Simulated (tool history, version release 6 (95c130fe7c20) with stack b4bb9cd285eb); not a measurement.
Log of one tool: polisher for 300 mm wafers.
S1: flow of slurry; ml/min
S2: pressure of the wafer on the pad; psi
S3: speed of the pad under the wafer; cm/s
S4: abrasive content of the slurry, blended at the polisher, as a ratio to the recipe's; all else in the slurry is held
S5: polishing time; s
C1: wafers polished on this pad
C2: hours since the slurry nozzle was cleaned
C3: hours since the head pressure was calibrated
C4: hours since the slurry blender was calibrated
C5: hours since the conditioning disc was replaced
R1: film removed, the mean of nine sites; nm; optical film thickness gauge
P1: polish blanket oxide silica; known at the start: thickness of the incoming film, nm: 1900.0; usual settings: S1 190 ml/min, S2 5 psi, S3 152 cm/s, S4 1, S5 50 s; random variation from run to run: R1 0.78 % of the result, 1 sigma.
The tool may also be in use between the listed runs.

{"run": 1, "day": 0.271, "S1": 190, "S2": 5, "S3": 152, "S4": 1, "S5": 50, "C1": 514, "C2": 259.3, "C3": 208.6, "C4": 30.4, "C5": 286.8, "R1": 205.45}
{"run": 2, "day": 0.65, "S1": 190, "S2": 5, "S3": 152, "S4": 1, "S5": 50, "C1": 617, "C2": 268.4, "C3": 217.7, "C4": 39.5, "C5": 295.9, "R1": 203.65}
{"run": 3, "day": 1.158, "S1": 190, "S2": 5, "S3": 152, "S4": 1, "S5": 50, "C1": 755, "C2": 280.6, "C3": 229.9, "C4": 51.7, "C5": 308.1, "R1": 202.29}
{"run": 4, "day": 1.388, "S1": 190, "S2": 5, "S3": 194, "S4": 1, "S5": 50, "C1": 817, "C2": 286.1, "C3": 235.4, "C4": 57.2, "C5": 313.6, "R1": 250.07}
{"run": 5, "day": 1.717, "S1": 115, "S2": 5, "S3": 152, "S4": 1, "S5": 50, "C1": 907, "C2": 294, "C3": 243.3, "C4": 65.1, "C5": 321.5, "R1": 185.9}
{"run": 6, "day": 2.129, "S1": 190, "S2": 5, "S3": 152, "S4": 1, "S5": 50, "C1": 1019, "C2": 303.9, "C3": 253.2, "C4": 75, "C5": 331.4, "R1": 201.41}
{"run": 7, "day": 2.558, "S1": 190, "S2": 7.5, "S3": 152, "S4": 1, "S5": 50, "C1": 1136, "C2": 314.2, "C3": 263.5, "C4": 85.3, "C5": 341.7, "R1": 300.51}
{"run": 8, "day": 2.833, "S1": 190, "S2": 2.2, "S3": 152, "S4": 1, "S5": 50, "C1": 1211, "C2": 320.8, "C3": 270.1, "C4": 91.9, "C5": 348.3, "R1": 89.577}
{"run": 9, "day": 3.321, "S1": 190, "S2": 5, "S3": 152, "S4": 1, "S5": 23, "C1": 1343, "C2": 332.5, "C3": 281.8, "C4": 103.6, "C5": 360, "R1": 93.851}
{"run": 10, "day": 3.788, "S1": 190, "S2": 5, "S3": 68, "S4": 1, "S5": 50, "C1": 1470, "C2": 343.7, "C3": 293, "C4": 114.8, "C5": 371.2, "R1": 105.75}
{"run": 11, "day": 4.217, "S1": 190, "S2": 5, "S3": 152, "S4": 1, "S5": 73, "C1": 1587, "C2": 354, "C3": 303.3, "C4": 125.1, "C5": 381.5, "R1": 295.77}
{"run": 12, "day": 4.579, "S1": 190, "S2": 5, "S3": 152, "S4": 1, "S5": 50, "C1": 1685, "C2": 362.7, "C3": 312, "C4": 133.8, "C5": 390.2, "R1": 201.63}
{"run": 13, "day": 5.038, "S1": 190, "S2": 5, "S3": 152, "S4": 1, "S5": 50, "C1": 1810, "C2": 373.7, "C3": 323, "C4": 144.8, "C5": 401.2, "R1": 205.4}
{"run": 14, "day": 5.408, "S1": 190, "S2": 7.5, "S3": 152, "S4": 1, "S5": 22, "C1": 1911, "C2": 382.6, "C3": 331.9, "C4": 153.7, "C5": 410.1, "R1": 136.23}
{"run": 15, "day": 5.688, "S1": 190, "S2": 5, "S3": 152, "S4": 0.6, "S5": 50, "C1": 1987, "C2": 389.3, "C3": 338.6, "C4": 160.4, "C5": 416.8, "R1": 153.56}
{"run": 16, "day": 5.967, "S1": 250, "S2": 5, "S3": 152, "S4": 1, "S5": 50, "C1": 2063, "C2": 396, "C3": 345.3, "C4": 167.1, "C5": 423.5, "R1": 208.59}
{"run": 17, "day": 6.2, "S1": 190, "S2": 5, "S3": 152, "S4": 1.35, "S5": 50, "C1": 2126, "C2": 401.6, "C3": 350.9, "C4": 172.7, "C5": 429.1, "R1": 228.14}
{"run": 18, "day": 6.658, "S1": 190, "S2": 5, "S3": 152, "S4": 1, "S5": 50, "C1": 2251, "C2": 412.6, "C3": 361.9, "C4": 183.7, "C5": 440.1, "R1": 200.67}
{"run": 19, "day": 6.946, "S1": 190, "S2": 5, "S3": 152, "S4": 1, "S5": 50, "C1": 2329, "C2": 419.5, "C3": 368.8, "C4": 190.6, "C5": 447, "R1": 205.37}
{"run": 20, "day": 7.254, "S1": 190, "S2": 5, "S3": 152, "S4": 1, "S5": 50, "C1": 2413, "C2": 426.9, "C3": 376.2, "C4": 198, "C5": 454.4, "R1": 195.24}
{"run": 21, "day": 7.517, "S1": 190, "S2": 5, "S3": 152, "S4": 1, "S5": 50, "C1": 2484, "C2": 433.2, "C3": 382.5, "C4": 204.3, "C5": 460.7, "R1": 192.05}
{"run": 22, "day": 8.017, "S1": 190, "S2": 5, "S3": 152, "S4": 1, "S5": 50, "C1": 2620, "C2": 445.2, "C3": 394.5, "C4": 216.3, "C5": 472.7, "R1": 186.13}
{"run": 23, "day": 8.521, "S1": 190, "S2": 5, "S3": 152, "S4": 1, "S5": 50, "C1": 2757, "C2": 457.3, "C3": 406.6, "C4": 228.4, "C5": 484.8, "R1": 181.6}
{"day": 8.738, "done": "conditioning disc replaced and pad reconditioned"}
{"day": 8.746, "done": "slurry nozzle cleaned"}
{"run": 24, "day": 8.954, "S1": 190, "S2": 5, "S3": 152, "S4": 1, "S5": 50, "C1": 2875, "C2": 5, "C3": 417, "C4": 238.8, "C5": 5.2, "R1": 180.54}
{"run": 25, "day": 9.233, "S1": 190, "S2": 5, "S3": 152, "S4": 1, "S5": 50, "C1": 2951, "C2": 11.7, "C3": 423.7, "C4": 245.5, "C5": 11.9, "R1": 180.02}
{"day": 9.438, "done": "head pressure recalibrated"}
{"run": 26, "day": 9.567, "S1": 190, "S2": 5, "S3": 152, "S4": 1, "S5": 50, "C1": 3042, "C2": 19.7, "C3": 3.2, "C4": 253.5, "C5": 19.9, "R1": 176.05}
{"run": 27, "day": 9.871, "S1": 190, "S2": 5, "S3": 152, "S4": 1, "S5": 50, "C1": 3125, "C2": 27, "C3": 10.5, "C4": 260.8, "C5": 27.2, "R1": 176.6}
{"run": 28, "day": 10.342, "S1": 190, "S2": 5, "S3": 152, "S4": 1, "S5": 50, "C1": 3253, "C2": 38.3, "C3": 21.8, "C4": 272.1, "C5": 38.5, "R1": 176.21}

The next listed run, before its measurement:
{"run": 29, "day": 10.717, "S1": 190, "S2": 5, "S3": 152, "S4": 1, "S5": 50, "C1": 3355, "C2": 47.3, "C3": 30.8, "C4": 281.1, "C5": 47.5, "R1": "?"}

Run 29 gave R1 176.86 nm.
